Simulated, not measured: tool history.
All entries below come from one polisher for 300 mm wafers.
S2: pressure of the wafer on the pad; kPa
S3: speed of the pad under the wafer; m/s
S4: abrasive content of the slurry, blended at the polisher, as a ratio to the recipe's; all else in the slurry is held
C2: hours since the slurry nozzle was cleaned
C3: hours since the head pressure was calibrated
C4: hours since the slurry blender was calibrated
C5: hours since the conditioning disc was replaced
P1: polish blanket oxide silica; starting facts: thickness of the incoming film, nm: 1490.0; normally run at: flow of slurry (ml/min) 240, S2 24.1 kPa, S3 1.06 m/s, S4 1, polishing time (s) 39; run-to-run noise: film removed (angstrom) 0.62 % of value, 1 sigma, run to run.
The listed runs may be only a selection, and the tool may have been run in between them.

{"run": 1, "hour": 9.8, "flow of slurry (ml/min)": 240, "S2": 24.1, "S3": 1.06, "S4": 1, "polishing time (s)": 39, "wafers polished on this pad": 655, "C2": 175.9, "C3": 180.9, "C4": 134.3, "C5": 112.5, "film removed (angstrom)": 1102.1}
{"run": 2, "hour": 20.4, "flow of slurry (ml/min)": 240, "S2": 24.1, "S3": 1.06, "S4": 1, "polishing time (s)": 39, "wafers polished on this pad": 748, "C2": 186.5, "C3": 191.5, "C4": 144.9, "C5": 123.1, "film removed (angstrom)": 1093.4}
{"run": 3, "hour": 27.5, "flow of slurry (ml/min)": 145, "S2": 24.1, "S3": 1.06, "S4": 1.25, "polishing time (s)": 39, "wafers polished on this pad": 810, "C2": 193.6, "C3": 198.6, "C4": 152, "C5": 130.2, "film removed (angstrom)": 1119.4}
{"run": 4, "hour": 35.4, "flow of slurry (ml/min)": 240, "S2": 24.1, "S3": 1.34, "S4": 1, "polishing time (s)": 39, "wafers polished on this pad": 879, "C2": 201.5, "C3": 206.5, "C4": 159.9, "C5": 138.1, "film removed (angstrom)": 1347.8}
{"run": 5, "hour": 42.3, "flow of slurry (ml/min)": 240, "S2": 11, "S3": 1.06, "S4": 1, "polishing time (s)": 39, "wafers polished on this pad": 939, "C2": 208.4, "C3": 213.4, "C4": 166.8, "C5": 145, "film removed (angstrom)": 507.04}
{"run": 6, "hour": 50.1, "flow of slurry (ml/min)": 240, "S2": 24.1, "S3": 1.06, "S4": 1, "polishing time (s)": 39, "wafers polished on this pad": 1007, "C2": 216.2, "C3": 221.2, "C4": 174.6, "C5": 152.8, "film removed (angstrom)": 1097.8}
{"run": 7, "hour": 59.5, "flow of slurry (ml/min)": 240, "S2": 24.1, "S3": 1.06, "S4": 1.4, "polishing time (s)": 39, "wafers polished on this pad": 1090, "C2": 225.6, "C3": 230.6, "C4": 184, "C5": 162.2, "film removed (angstrom)": 1270.4}
{"hour": 68.4, "done": "slurry nozzle cleaned"}
{"run": 8, "hour": 69.6, "flow of slurry (ml/min)": 240, "S2": 24.1, "S3": 1.06, "S4": 1, "polishing time (s)": 53, "wafers polished on this pad": 1178, "C2": 1.3, "C3": 240.7, "C4": 194.1, "C5": 172.3, "film removed (angstrom)": 1501.4}
{"run": 9, "hour": 76.3, "flow of slurry (ml/min)": 240, "S2": 24.1, "S3": 1.06, "S4": 1, "polishing time (s)": 39, "wafers polished on this pad": 1236, "C2": 8, "C3": 247.4, "C4": 200.8, "C5": 179, "film removed (angstrom)": 1101.9}
{"run": 10, "hour": 83.9, "flow of slurry (ml/min)": 240, "S2": 31.7, "S3": 1.06, "S4": 1, "polishing time (s)": 39, "wafers polished on this pad": 1303, "C2": 15.6, "C3": 255, "C4": 208.4, "C5": 186.6, "film removed (angstrom)": 1451.1}
{"run": 11, "hour": 89.4, "flow of slurry (ml/min)": 240, "S2": 24.1, "S3": 1.06, "S4": 1, "polishing time (s)": 18, "wafers polished on this pad": 1351, "C2": 21.1, "C3": 260.5, "C4": 213.9, "C5": 192.1, "film removed (angstrom)": 515.49}
{"run": 12, "hour": 94.4, "flow of slurry (ml/min)": 240, "S2": 24.1, "S3": 1.06, "S4": 1, "polishing time (s)": 39, "wafers polished on this pad": 1395, "C2": 26.1, "C3": 265.5, "C4": 218.9, "C5": 197.1, "film removed (angstrom)": 1099}
{"run": 13, "hour": 103.4, "flow of slurry (ml/min)": 240, "S2": 24.1, "S3": 0.64, "S4": 1, "polishing time (s)": 39, "wafers polished on this pad": 1473, "C2": 35.1, "C3": 274.5, "C4": 227.9, "C5": 206.1, "film removed (angstrom)": 742.14}
{"run": 14, "hour": 113.4, "flow of slurry (ml/min)": 240, "S2": 24.1, "S3": 1.06, "S4": 1, "polishing time (s)": 39, "wafers polished on this pad": 1561, "C2": 45.1, "C3": 284.5, "C4": 237.9, "C5": 216.1, "film removed (angstrom)": 1114.9}
{"run": 15, "hour": 119.7, "flow of slurry (ml/min)": 375, "S2": 24.1, "S3": 1.06, "S4": 1, "polishing time (s)": 39, "wafers polished on this pad": 1616, "C2": 51.4, "C3": 290.8, "C4": 244.2, "C5": 222.4, "film removed (angstrom)": 1141.7}
{"run": 16, "hour": 126.5, "flow of slurry (ml/min)": 240, "S2": 24.1, "S3": 1.06, "S4": 0.6, "polishing time (s)": 39, "wafers polished on this pad": 1675, "C2": 58.2, "C3": 297.6, "C4": 251, "C5": 229.2, "film removed (angstrom)": 862.69}
{"run": 17, "hour": 135.1, "flow of slurry (ml/min)": 145, "S2": 24.1, "S3": 1.06, "S4": 1, "polishing time (s)": 39, "wafers polished on this pad": 1751, "C2": 66.8, "C3": 306.2, "C4": 259.6, "C5": 237.8, "film removed (angstrom)": 1036.4}
{"run": 18, "hour": 145.7, "flow of slurry (ml/min)": 240, "S2": 24.1, "S3": 1.06, "S4": 1, "polishing time (s)": 39, "wafers polished on this pad": 1843, "C2": 77.4, "C3": 316.8, "C4": 270.2, "C5": 248.4, "film removed (angstrom)": 1108.3}
{"run": 19, "hour": 152.9, "flow of slurry (ml/min)": 240, "S2": 24.1, "S3": 1.06, "S4": 1, "polishing time (s)": 39, "wafers polished on this pad": 1906, "C2": 84.6, "C3": 324, "C4": 277.4, "C5": 255.6, "film removed (angstrom)": 1069.2}
{"run": 20, "hour": 162.2, "flow of slurry (ml/min)": 240, "S2": 24.1, "S3": 1.06, "S4": 1, "polishing time (s)": 39, "wafers polished on this pad": 1988, "C2": 93.9, "C3": 333.3, "C4": 286.7, "C5": 264.9, "film removed (angstrom)": 1050.2}
{"run": 21, "hour": 167.8, "flow of slurry (ml/min)": 240, "S2": 24.1, "S3": 1.06, "S4": 1, "polishing time (s)": 39, "wafers polished on this pad": 2037, "C2": 99.5, "C3": 338.9, "C4": 292.3, "C5": 270.5, "film removed (angstrom)": 1029.8}
{"run": 22, "hour": 178.7, "flow of slurry (ml/min)": 240, "S2": 24.1, "S3": 1.06, "S4": 1, "polishing time (s)": 39, "wafers polished on this pad": 2132, "C2": 110.4, "C3": 349.8, "C4": 303.2, "C5": 281.4, "film removed (angstrom)": 1026.6}
{"run": 23, "hour": 185.2, "flow of slurry (ml/min)": 240, "S2": 24.1, "S3": 1.06, "S4": 1, "polishing time (s)": 39, "wafers polished on this pad": 2189, "C2": 116.9, "C3": 356.3, "C4": 309.7, "C5": 287.9, "film removed (angstrom)": 1024.4}
{"run": 24, "hour": 195.0, "flow of slurry (ml/min)": 240, "S2": 24.1, "S3": 1.06, "S4": 1, "polishing time (s)": 39, "wafers polished on this pad": 2275, "C2": 126.7, "C3": 366.1, "C4": 319.5, "C5": 297.7, "film removed (angstrom)": 1009.7}
{"hour": 196.7, "done": "conditioning disc replaced and pad reconditioned"}
{"hour": 200.3, "done": "slurry nozzle cleaned"}
{"run": 25, "hour": 203.9, "flow of slurry (ml/min)": 240, "S2": 24.1, "S3": 1.06, "S4": 1, "polishing time (s)": 39, "wafers polished on this pad": 2352, "C2": 3.6, "C3": 375, "C4": 328.4, "C5": 7.2, "film removed (angstrom)": 1014.4}
{"hour": 207.2, "done": "worn pad replaced by a new one"}
{"run": 26, "hour": 213.0, "flow of slurry (ml/min)": 240, "S2": 24.1, "S3": 1.06, "S4": 1, "polishing time (s)": 39, "wafers polished on this pad": 51, "C2": 12.7, "C3": 384.1, "C4": 337.5, "C5": 16.3, "film removed (angstrom)": 1001}
{"run": 27, "hour": 220.5, "flow of slurry (ml/min)": 240, "S2": 24.1, "S3": 1.06, "S4": 1, "polishing time (s)": 39, "wafers polished on this pad": 116, "C2": 20.2, "C3": 391.6, "C4": 345, "C5": 23.8, "film removed (angstrom)": 1003.4}
{"run": 28, "hour": 226.4, "flow of slurry (ml/min)": 240, "S2": 24.1, "S3": 1.06, "S4": 1, "polishing time (s)": 39, "wafers polished on this pad": 168, "C2": 26.1, "C3": 397.5, "C4": 350.9, "C5": 29.7, "film removed (angstrom)": 1000.6}
{"run": 29, "hour": 233.0, "flow of slurry (ml/min)": 240, "S2": 24.1, "S3": 1.06, "S4": 1, "polishing time (s)": 39, "wafers polished on this pad": 225, "C2": 32.7, "C3": 404.1, "C4": 357.5, "C5": 36.3, "film removed (angstrom)": 1003.1}

The output of P1 has drifted from where it used to be. Each of the 2 causes below, taken at the size shown beside it, accounts for the log equally well:
A: abrasive missing from the slurry, % = 19.1
B: head's pressure below its setpoint, % = 9.67
The gradual shift began around hour 145.7.
Ruled out, with reasons:
removal rate lost through wear of the pad, %: maintenance at hour 207.2, after the shift began, did not return the process to its former output
slurry flow missing at the pad, %: maintenance at hour 200.3, after the shift began, did not return the process to its former output
time polished since the conditioner stopped cutting, s: maintenance at hour 196.7, after the shift began, did not return the process to its former output

Of the 4 check runs below, each run on 3 wafers with the results averaged and each result still a question mark, which one would tell the listed causes apart?
{"run": "check 1", "hour": 239.6, "flow of slurry (ml/min)": 240, "S2": 19.3, "S3": 1.06, "S4": 1, "polishing time (s)": 39, "film removed (angstrom)": "?"}
{"run": "check 2", "hour": 239.6, "flow of slurry (ml/min)": 150, "S2": 24.1, "S3": 1.06, "S4": 1, "polishing time (s)": 39, "film removed (angstrom)": "?"}
{"run": "check 3", "hour": 239.6, "flow of slurry (ml/min)": 240, "S2": 24.1, "S3": 1.06, "S4": 0.6, "polishing time (s)": 27, "film removed (angstrom)": "?"}
{"run": "check 4", "hour": 239.6, "flow of slurry (ml/min)": 340, "S2": 24.1, "S3": 1.06, "S4": 1, "polishing time (s)": 51, "film removed (angstrom)": "?"}

How each check would come out, cause by cause:
check=check_1 result=film_removed_(angstrom) if_A=799.22 if_B=799.41
check=check_2 result=film_removed_(angstrom) if_A=935.49 if_B=935.71
check=check_3 result=film_removed_(angstrom) if_A=516.81 if_B=530.91
check=check_4 result=film_removed_(angstrom) if_A=1350.1 if_B=1350.5
Per-check spread between the two closest causes, in the result where they differ most: check 1 0.02 %; check 2 0.02 %; check 3 2.69 %; check 4 0.02 %
Check 3 tells the causes apart: in the others they would give nearly the same result.

After running check 3, the following was obtained: film removed (angstrom) 531.75. Which cause does this point to?

It is B: head's pressure below its setpoint, %.
